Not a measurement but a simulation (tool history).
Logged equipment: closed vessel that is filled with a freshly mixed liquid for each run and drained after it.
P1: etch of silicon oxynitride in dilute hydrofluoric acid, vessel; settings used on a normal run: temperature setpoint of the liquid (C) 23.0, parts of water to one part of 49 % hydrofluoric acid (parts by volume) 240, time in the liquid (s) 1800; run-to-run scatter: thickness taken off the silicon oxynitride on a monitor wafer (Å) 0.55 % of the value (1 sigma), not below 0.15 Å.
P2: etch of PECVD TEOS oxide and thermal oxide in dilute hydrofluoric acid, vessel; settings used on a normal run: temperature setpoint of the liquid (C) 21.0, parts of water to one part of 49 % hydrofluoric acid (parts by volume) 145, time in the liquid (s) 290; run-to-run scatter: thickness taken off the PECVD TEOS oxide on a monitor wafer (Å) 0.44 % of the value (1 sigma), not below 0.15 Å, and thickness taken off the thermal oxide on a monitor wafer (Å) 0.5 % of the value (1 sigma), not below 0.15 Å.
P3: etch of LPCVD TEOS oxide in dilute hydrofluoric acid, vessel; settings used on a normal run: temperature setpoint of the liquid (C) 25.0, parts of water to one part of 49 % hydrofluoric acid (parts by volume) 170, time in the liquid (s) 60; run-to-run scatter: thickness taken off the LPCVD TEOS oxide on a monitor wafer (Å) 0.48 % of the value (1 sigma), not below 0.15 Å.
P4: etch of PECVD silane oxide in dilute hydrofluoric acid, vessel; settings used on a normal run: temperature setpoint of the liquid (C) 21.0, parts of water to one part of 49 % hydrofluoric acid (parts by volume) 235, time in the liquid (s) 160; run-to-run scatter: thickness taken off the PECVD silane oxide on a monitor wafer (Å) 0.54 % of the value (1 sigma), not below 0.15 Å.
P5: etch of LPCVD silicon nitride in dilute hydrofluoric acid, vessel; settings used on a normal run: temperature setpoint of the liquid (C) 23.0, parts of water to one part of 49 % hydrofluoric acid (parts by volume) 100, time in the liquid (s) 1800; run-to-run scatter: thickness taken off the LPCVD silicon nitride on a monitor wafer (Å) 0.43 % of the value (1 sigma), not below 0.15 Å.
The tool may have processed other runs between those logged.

run	hour	process that ran	temperature setpoint of the liquid (C)	parts of water to one part of 49 % hydrofluoric acid (parts by volume)	time in the liquid (s)	thickness taken off the silicon oxynitride on a monitor wafer (Å)	thickness taken off the PECVD silane oxide on a monitor wafer (Å)	thickness taken off the LPCVD silicon nitride on a monitor wafer (Å)	thickness taken off the LPCVD TEOS oxide on a monitor wafer (Å)	thickness taken off the PECVD TEOS oxide on a monitor wafer (Å)	thickness taken off the thermal oxide on a monitor wafer (Å)
1	8.8	P1	23.0	240	1800	94.889					
2	18.7	P1	23.0	335	1800	63.067					
3	24.8	P1	23.0	385	790	23.397					
4	30.5	P4	17.5	235	160		122.85				
5	38.8	P1	23.0	240	1800	93.205					
6	45.9	P5	17.0	100	1800			71.937			
7	55.5	P1	23.0	125	1800	193.950					
8	65.0	P3	25.0	170	30				46.245		
9	72.0	P4	21.0	235	160		140.58				
10	81.2	P3	25.0	170	60				91.979		
11	86.5	P3	21.0	170	60				80.076		
12	94.2	P5	23.0	180	1800			60.166			
13	101.3	P3	25.0	170	60				92.769		
14	112.3	P1	19.0	240	1800	78.147					
15	122.7	P3	25.0	40	60				467.950		
16	128.8	P5	23.0	100	3185			190.830			
17	136.1	P1	17.0	420	1800	36.754					
18	142.7	P4	21.0	235	160		139.60				
19	151.6	P2	21.0	145	475					420.18	142.450
20	157.8	P1	23.0	240	1800	93.291					
21	168.8	P1	23.0	240	560	28.763					
22	175.8	P2	17.0	145	290					218.26	74.303
23	184.7	P5	23.0	100	1800			106.890			
24	193.7	P5	23.0	100	1800			107.190			
25	204.7	P2	21.0	145	290					253.98	86.728
26	209.8	P1	23.0	240	1800	93.263					
27	215.2	P1	17.0	85	1800	222.840					
28	224.8	P4	21.0	235	315		275.16				
29	231.7	P2	21.0	70	290					577.26	195.270
30	237.7	P4	21.0	115	160		322.04				
31	245.3	P1	23.0	240	3100	161.510					
32	250.9	P1	30.0	240	1800	125.490					
33	258.1	P1	23.0	240	1800	93.422					
34	268.3	P1	23.0	240	1800	93.518					
35	273.7	P1	23.0	240	1800	94.237					
36	282.1	P1	23.0	240	1800	89.211					
37	287.0	P1	23.0	240	1800	87.370					
38	293.7	P1	23.0	240	1800	86.946					
39	299.0	P1	23.0	240	1800	86.368					
40	306.0	P1	23.0	240	1800	86.486					
41	311.1	P1	23.0	240	1800	85.465					
42	319.0	P1	23.0	240	1800	86.018					

P1 has crept away from where it was. The log is fitted equally well by each of these 2 causes, at the sizes shown:
A: liquid colder than its thermometer reads (K) = 2
B: hydrofluoric acid flow below the setpoint (%) = 7.32
The creep began at about hour 273.7.

4 check runs are offered, one wafer each, their results left as question marks. Which one tells the causes apart?
check 1	326.9	P5	23.0	100	2600			?			
check 2	326.9	P3	22.0	170	30				?		
check 3	326.9	P2	21.0	85	430					?	?
check 4	326.9	P4	21.0	135	275		?				

What every check run would give for each of its results, assuming each possible cause in turn:
check	result	if A	if B
check 1	thickness taken off the LPCVD silicon nitride on a monitor wafer (Å)	135.470	143.720
check 2	thickness taken off the LPCVD TEOS oxide on a monitor wafer (Å)	38.229	37.758
check 3	thickness taken off the PECVD TEOS oxide on a monitor wafer (Å)	636.57	636.04
check 3	thickness taken off the thermal oxide on a monitor wafer (Å)	216.760	216.580
check 4	thickness taken off the PECVD silane oxide on a monitor wafer (Å)	427.91	424.86
Separation of the two closest causes in each check, using whichever result separates them best: check 1 5.91 %; check 2 1.24 %; check 3 0.08 %; check 4 0.72 %
Check 1 distinguishes between the causes, while the remaining checks would return nearly the same result for all of them.

Running check 1 produced the following: thickness taken off the LPCVD silicon nitride on a monitor wafer (Å) 135.110. Which one of the listed causes fits?

A is the cause: liquid colder than its thermometer reads (K).
